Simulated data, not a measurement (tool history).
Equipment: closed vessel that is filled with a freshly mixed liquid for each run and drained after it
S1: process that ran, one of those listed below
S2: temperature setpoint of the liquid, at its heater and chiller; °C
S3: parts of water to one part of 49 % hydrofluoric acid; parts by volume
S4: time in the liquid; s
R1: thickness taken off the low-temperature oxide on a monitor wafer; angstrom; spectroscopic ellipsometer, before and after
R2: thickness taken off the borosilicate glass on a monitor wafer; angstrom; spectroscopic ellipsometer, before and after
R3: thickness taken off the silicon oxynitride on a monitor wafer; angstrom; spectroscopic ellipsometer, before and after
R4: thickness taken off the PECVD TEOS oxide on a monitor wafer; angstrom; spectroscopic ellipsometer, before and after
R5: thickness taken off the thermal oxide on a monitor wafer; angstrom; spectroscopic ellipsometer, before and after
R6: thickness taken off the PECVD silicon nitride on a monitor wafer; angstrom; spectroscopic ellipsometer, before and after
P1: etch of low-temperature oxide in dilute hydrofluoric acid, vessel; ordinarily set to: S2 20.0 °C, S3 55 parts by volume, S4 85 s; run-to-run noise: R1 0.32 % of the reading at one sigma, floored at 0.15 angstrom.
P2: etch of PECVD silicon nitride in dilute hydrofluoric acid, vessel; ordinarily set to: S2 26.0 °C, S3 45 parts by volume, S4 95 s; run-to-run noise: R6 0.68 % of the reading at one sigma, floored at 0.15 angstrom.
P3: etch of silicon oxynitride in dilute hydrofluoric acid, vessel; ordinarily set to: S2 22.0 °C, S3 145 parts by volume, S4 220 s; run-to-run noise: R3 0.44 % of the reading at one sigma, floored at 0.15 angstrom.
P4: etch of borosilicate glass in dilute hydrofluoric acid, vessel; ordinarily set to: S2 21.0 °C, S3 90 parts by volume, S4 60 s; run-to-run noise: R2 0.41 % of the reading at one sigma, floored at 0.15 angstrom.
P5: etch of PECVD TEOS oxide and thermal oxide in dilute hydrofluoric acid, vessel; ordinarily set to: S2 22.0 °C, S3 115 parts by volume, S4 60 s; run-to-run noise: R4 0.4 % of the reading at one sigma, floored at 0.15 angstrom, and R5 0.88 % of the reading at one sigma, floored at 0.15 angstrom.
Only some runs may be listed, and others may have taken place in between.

run,hour,S1,S2,S3,S4,R1,R2,R3,R4,R5,R6
1,8.6,P1,20.0,55,85,308.78,,,,,
2,19.6,P4,26.5,90,60,,180.080,,,,
3,27.4,P1,27.0,55,85,413.49,,,,,
4,35.9,P1,17.0,55,85,270.45,,,,,
5,51.4,P3,22.0,40,220,,,251.760,,,
6,64.0,P3,22.0,145,220,,,64.534,,,
7,73.4,P5,22.0,115,60,,,,86.379,22.490,
8,80.9,P3,22.0,145,355,,,104.100,,,
9,95.5,P5,22.0,115,85,,,,122.530,32.411,
10,110.1,P1,20.0,55,30,108.96,,,,,
11,119.5,P1,20.0,55,85,308.49,,,,,
12,129.6,P5,17.0,115,60,,,,71.037,18.303,
13,142.4,P2,22.0,45,95,,,,,,31.351
14,155.2,P1,20.0,30,85,583.52,,,,,
15,169.6,P2,26.0,45,40,,,,,,17.329
16,182.6,P1,20.0,85,85,192.41,,,,,
17,193.0,P1,20.0,55,150,547.04,,,,,
18,203.5,P4,21.0,90,120,,289.880,,,,
19,214.7,P3,26.0,145,220,,,77.143,,,
20,227.8,P2,26.0,30,95,,,,,,62.071
21,242.6,P4,21.0,90,60,,145.420,,,,
22,255.2,P4,21.0,150,60,,81.497,,,,
23,263.7,P1,20.0,55,85,311.16,,,,,
24,277.6,P2,26.0,45,95,,,,,,41.039
25,284.8,P1,20.0,55,85,307.95,,,,,
26,295.5,P1,20.0,35,30,175.74,,,,,
27,302.9,P5,22.0,165,60,,,,57.617,14.956,
28,316.2,P1,20.0,55,85,308.87,,,,,
29,323.9,P1,20.0,55,85,305.42,,,,,
30,337.4,P1,20.0,55,85,298.54,,,,,
31,350.3,P1,20.0,55,85,296.43,,,,,
32,365.2,P1,20.0,55,85,295.04,,,,,
33,372.8,P1,20.0,55,85,292.52,,,,,
34,387.5,P1,20.0,55,85,291.62,,,,,
35,398.6,P1,20.0,55,85,290.39,,,,,
36,408.2,P1,20.0,55,85,290.84,,,,,
37,416.3,P1,20.0,55,85,291.75,,,,,
38,429.7,P1,20.0,55,85,289.71,,,,,
39,444.6,P1,20.0,55,85,288.77,,,,,

The log shows P1 creeping away from where it was. Any of the 2 causes listed here, at the size stated for it, fits the log just as well as the others:
A: liquid colder than its thermometer reads (K) = 1.56
B: hydrofluoric acid flow below the setpoint (%) = 6.01
At approximately hour 316.2, the process output began to creep.

4 check runs are offered, each on 2 wafers whose results are averaged, their results left as question marks. Which one tells the causes apart?
check 1,459.5,P2,26.0,45,95,,,,,,?
check 2,459.5,P4,21.0,90,60,,?,,,,
check 3,459.5,P3,22.0,145,220,,,?,,,
check 4,459.5,P5,22.0,115,60,,,,?,?,

How each check would come out, cause by cause:
check,result,if A,if B
check 1,R6,37.198,38.859
check 2,R2,135.530,134.960
check 3,R3,59.718,60.008
check 4,R4,81.503,80.888
check 4,R5,21.076,20.917
Per check, the gap between the least separated pair of causes, taken in the result that splits them most: check 1 4.37 %; check 2 0.42 %; check 3 0.48 %; check 4 0.76 %
The other checks would show nearly matching results whichever cause is true, so check 1 is the only one that separates the causes.

Running check 1 produced the following: R6 37.130 angstrom. Which one of the listed causes fits?

A is the cause: liquid colder than its thermometer reads (K).

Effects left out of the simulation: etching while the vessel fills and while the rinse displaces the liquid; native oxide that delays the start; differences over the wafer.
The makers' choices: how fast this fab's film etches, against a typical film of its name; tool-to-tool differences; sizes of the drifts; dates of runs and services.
